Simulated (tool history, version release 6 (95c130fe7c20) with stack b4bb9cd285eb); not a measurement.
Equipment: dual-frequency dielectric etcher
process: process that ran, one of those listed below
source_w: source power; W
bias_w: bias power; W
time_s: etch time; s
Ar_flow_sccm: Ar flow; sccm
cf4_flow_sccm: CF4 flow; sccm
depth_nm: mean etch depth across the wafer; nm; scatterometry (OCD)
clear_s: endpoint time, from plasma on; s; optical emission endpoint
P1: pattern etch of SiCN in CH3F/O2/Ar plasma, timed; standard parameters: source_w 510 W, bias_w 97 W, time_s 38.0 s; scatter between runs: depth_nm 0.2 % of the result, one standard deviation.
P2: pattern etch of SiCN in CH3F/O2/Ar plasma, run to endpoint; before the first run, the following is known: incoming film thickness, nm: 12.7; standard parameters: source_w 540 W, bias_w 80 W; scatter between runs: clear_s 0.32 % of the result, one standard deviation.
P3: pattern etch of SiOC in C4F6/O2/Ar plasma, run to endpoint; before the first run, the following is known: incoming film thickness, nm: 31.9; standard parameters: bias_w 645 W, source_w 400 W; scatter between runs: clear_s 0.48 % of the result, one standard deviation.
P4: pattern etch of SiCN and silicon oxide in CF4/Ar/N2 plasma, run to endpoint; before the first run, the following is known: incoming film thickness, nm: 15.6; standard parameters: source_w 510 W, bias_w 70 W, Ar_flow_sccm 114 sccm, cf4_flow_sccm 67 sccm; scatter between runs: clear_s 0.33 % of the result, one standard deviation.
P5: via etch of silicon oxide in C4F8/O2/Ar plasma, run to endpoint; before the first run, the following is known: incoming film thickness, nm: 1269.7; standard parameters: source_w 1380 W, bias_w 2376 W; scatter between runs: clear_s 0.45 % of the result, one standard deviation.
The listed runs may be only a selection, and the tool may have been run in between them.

| run | hour | process | source_w | bias_w | time_s | Ar_flow_sccm | cf4_flow_sccm | hours since the last wet clean | hours since the last source power generator calibration | hours since the last bias power generator calibration | depth_nm | clear_s |
|---|---|---|---|---|---|---|---|---|---|---|---|---|
| 1 | 5.7 | P1 | 510 | 97 | 38.0 |  |  | 184.0 | 1540.1 | 1050.2 | 17.5050 |  |
| 2 | 11.4 | P2 | 750 | 80 |  |  |  | 189.7 | 1545.8 | 1055.9 |  | 26.0600 |
| 3 | 21.9 | P1 | 510 | 97 | 50.0 |  |  | 200.2 | 1556.3 | 1066.4 | 23.0100 |  |
| 4 | 33.5 | P3 | 400 | 645 |  |  |  | 211.8 | 1567.9 | 1078.0 |  | 9.5862 |
| 5 | 41.5 | P1 | 690 | 97 | 38.0 |  |  | 219.8 | 1575.9 | 1086.0 | 19.6290 |  |
| 6 | 47.5 | P3 | 400 | 645 |  |  |  | 225.8 | 1581.9 | 1092.0 |  | 9.5104 |
| 7 | 57.5 | P1 | 380 | 97 | 38.0 |  |  | 235.8 | 1591.9 | 1102.0 | 15.6910 |  |
| 8 | 67.9 | P1 | 650 | 97 | 27.5 |  |  | 246.2 | 1602.3 | 1112.4 | 13.8880 |  |
| 9 | 77.9 | P2 | 540 | 110 |  |  |  | 256.2 | 1612.3 | 1122.4 |  | 26.3750 |
| 10 | 85.1 | P4 | 510 | 70 |  | 114 | 67 | 263.4 | 1619.5 | 1129.6 |  | 17.1310 |
| 11 | 92.8 | P1 | 510 | 97 | 38.0 |  |  | 271.1 | 1627.2 | 1137.3 | 17.5070 |  |
| 12 | 100.7 | P5 | 1380 | 2376 |  |  |  | 279.0 | 1635.1 | 1145.2 |  | 274.3000 |
| 13 | 109.4 | P1 | 510 | 97 | 38.0 |  |  | 287.7 | 1643.8 | 1153.9 | 17.5330 |  |
| 14 | 116.1 | P1 | 510 | 134 | 38.0 |  |  | 294.4 | 1650.5 | 1160.6 | 19.7420 |  |
| 15 | 121.6 | P5 | 1380 | 2376 |  |  |  | 299.9 | 1656.0 | 1166.1 |  | 274.3200 |
| 16 | 129.2 | P5 | 1040 | 2376 |  |  |  | 307.5 | 1663.6 | 1173.7 |  | 304.6600 |
| 17 | 136.1 | P4 | 510 | 92 |  | 114 | 67 | 314.4 | 1670.5 | 1180.6 |  | 15.4890 |
| 18 | 141.8 | P1 | 510 | 97 | 21.0 |  |  | 320.1 | 1676.2 | 1186.3 | 9.6784 |  |
| 19 | 148.2 | P1 | 510 | 97 | 38.0 |  |  | 326.5 | 1682.6 | 1192.7 | 17.5400 |  |
| 20 | 154.0 | P2 | 540 | 80 |  |  |  | 332.3 | 1688.4 | 1198.5 |  | 29.7200 |
| 21 | 161.5 | P1 | 510 | 97 | 38.0 |  |  | 339.8 | 1695.9 | 1206.0 | 17.5000 |  |
| 22 | 171.9 | P2 | 540 | 80 |  |  |  | 350.2 | 1706.3 | 1216.4 |  | 29.7930 |
| 23 | 180.8 | P4 | 510 | 70 |  | 139 | 67 | 359.1 | 1715.2 | 1225.3 |  | 17.6660 |
| 24 | 191.9 | P5 | 1380 | 1388 |  |  |  | 370.2 | 1726.3 | 1236.4 |  | 318.0000 |
| 25 | 199.4 | P1 | 510 | 97 | 38.0 |  |  | 377.7 | 1733.8 | 1243.9 | 17.4250 |  |
| 26 | 210.0 | P3 | 560 | 645 |  |  |  | 388.3 | 1744.4 | 1254.5 |  | 8.4213 |
| 27 | 218.3 | P1 | 510 | 80 | 38.0 |  |  | 396.6 | 1752.7 | 1262.8 | 16.3810 |  |
| 28 | 228.7 | P3 | 400 | 528 |  |  |  | 407.0 | 1763.1 | 1273.2 |  | 10.2340 |
| 29 | 240.1 | P4 | 510 | 70 |  | 114 | 53 | 418.4 | 1774.5 | 1284.6 |  | 17.7030 |
| 30 | 250.7 | P4 | 410 | 70 |  | 114 | 67 | 429.0 | 1785.1 | 1295.2 |  | 20.8330 |
| 31 | 260.8 | P1 | 510 | 97 | 38.0 |  |  | 439.1 | 1795.2 | 1305.3 | 17.5270 |  |
| 32 | 266.2 | P1 | 510 | 97 | 38.0 |  |  | 444.5 | 1800.6 | 1310.7 | 17.6610 |  |
| 33 | 272.9 | P1 | 510 | 97 | 38.0 |  |  | 451.2 | 1807.3 | 1317.4 | 17.6880 |  |
| 34 | 280.4 | P1 | 510 | 97 | 38.0 |  |  | 458.7 | 1814.8 | 1324.9 | 17.7250 |  |
|  | 282.3 | wet clean of the chamber |
| 35 | 285.9 | P1 | 510 | 97 | 38.0 |  |  | 3.6 | 1820.3 | 1330.4 | 17.7930 |  |
| 36 | 297.8 | P1 | 510 | 97 | 38.0 |  |  | 15.5 | 1832.2 | 1342.3 | 17.7490 |  |
| 37 | 307.4 | P1 | 510 | 97 | 38.0 |  |  | 25.1 | 1841.8 | 1351.9 | 17.8050 |  |

What P1 gives has crept away from where it was. These 2 causes fit the log equally well, each at the size given:
A: source power that arrives over what is set, % = 4.03
B: bias power that arrives over what is set, % = 4.04
Creep in the process output first set in at about hour 260.8.
Every other cause this tool's parts could produce, and why it does not fit the log:
chamber walls in a state that raises the etch rate, %: its service at hour 282.3 followed the start of the drift and did not put the process back to its old value

You are offered 4 check runs, listed below with question marks in place of their results; each one averages 2 wafers. Which run separates the listed causes by giving clearly different results for each?
| check 1 | 317.0 | P5 | 1380 | 2376 |  |  |  |  |  |  |  | ? |
| check 2 | 317.0 | P4 | 510 | 70 |  | 114 | 67 |  |  |  |  | ? |
| check 3 | 317.0 | P2 | 540 | 80 |  |  |  |  |  |  |  | ? |
| check 4 | 317.0 | P3 | 400 | 645 |  |  |  |  |  |  |  | ? |

Check results expected under each cause:
| check | result | if A | if B |
|---|---|---|---|
| check 1 | clear_s | 269.3400 | 270.2500 |
| check 2 | clear_s | 16.5110 | 16.8660 |
| check 3 | clear_s | 29.2080 | 29.2310 |
| check 4 | clear_s | 9.3611 | 9.3525 |
How far apart the two closest causes lie, in the result that separates them most: check 1 0.34 %; check 2 2.12 %; check 3 0.08 %; check 4 0.09 %
The other checks would show nearly matching results whichever cause is true, so check 2 is the only one that separates the causes.

The results of check 2 are: clear_s 16.4550 s. Based on these, which of the listed causes is it?

Of the candidate causes, it is A: source power that arrives over what is set, %.
